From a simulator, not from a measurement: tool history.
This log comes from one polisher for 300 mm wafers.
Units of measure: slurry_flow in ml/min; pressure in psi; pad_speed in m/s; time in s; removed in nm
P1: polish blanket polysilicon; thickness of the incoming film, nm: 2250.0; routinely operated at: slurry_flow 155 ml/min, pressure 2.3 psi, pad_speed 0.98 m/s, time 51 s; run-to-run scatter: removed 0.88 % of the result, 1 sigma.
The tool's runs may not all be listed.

run  hour  slurry_flow  pressure  pad_speed  time  wafers polished on this pad  hours since the slurry nozzle was cleaned  hours since the head pressure was calibrated  removed
  1   3.8          155       2.3       0.98    51                          643                                        235                                         237.5   293.47
  2   7.7          155       2.3       0.98    80                          688                                      238.9                                         241.4   455.39
  3  11.7          155       2.3       1.42    51                          735                                      242.9                                         245.4   426.31
  4  13.8          155       2.3       0.68    51                          760                                        245                                         247.5   199.57
  5  16.7           95       2.3       0.98    51                          794                                      247.9                                         250.4   265.34
  6  19.8          155       2.3       0.98    51                          830                                        251                                         253.5   292.71
  7  22.7          155       2.3       0.56    73                          864                                      253.9                                         256.4   237.48
  8  24.9          155       2.3       0.98    51                          890                                      256.1                                         258.6   293.62
     27.2  -- slurry nozzle cleaned
  9  27.6          155       2.3       0.98    51                          922                                        0.4                                         261.3   292.52
 10  32.1          155         1       0.98    51                          974                                        4.9                                         265.8   126.49
 11    35          155       2.3       0.98    28                         1008                                        7.8                                         268.7   160.71
 12  39.2          155       2.3       0.98    51                         1058                                         12                                         272.9   288.53
 13  42.3          245       2.3       0.98    51                         1094                                       15.1                                           276   316.06
 14  44.8          195       2.3       1.44    51                         1123                                       17.6                                         278.5   442.25
 15  47.9          155       3.4       0.98    51                         1159                                       20.7                                         281.6      433

Expected results for the next run?
 16  52.3          155       2.3       0.98    51                         1211                                       25.1                                           286        ?

removed: 291.43 nm

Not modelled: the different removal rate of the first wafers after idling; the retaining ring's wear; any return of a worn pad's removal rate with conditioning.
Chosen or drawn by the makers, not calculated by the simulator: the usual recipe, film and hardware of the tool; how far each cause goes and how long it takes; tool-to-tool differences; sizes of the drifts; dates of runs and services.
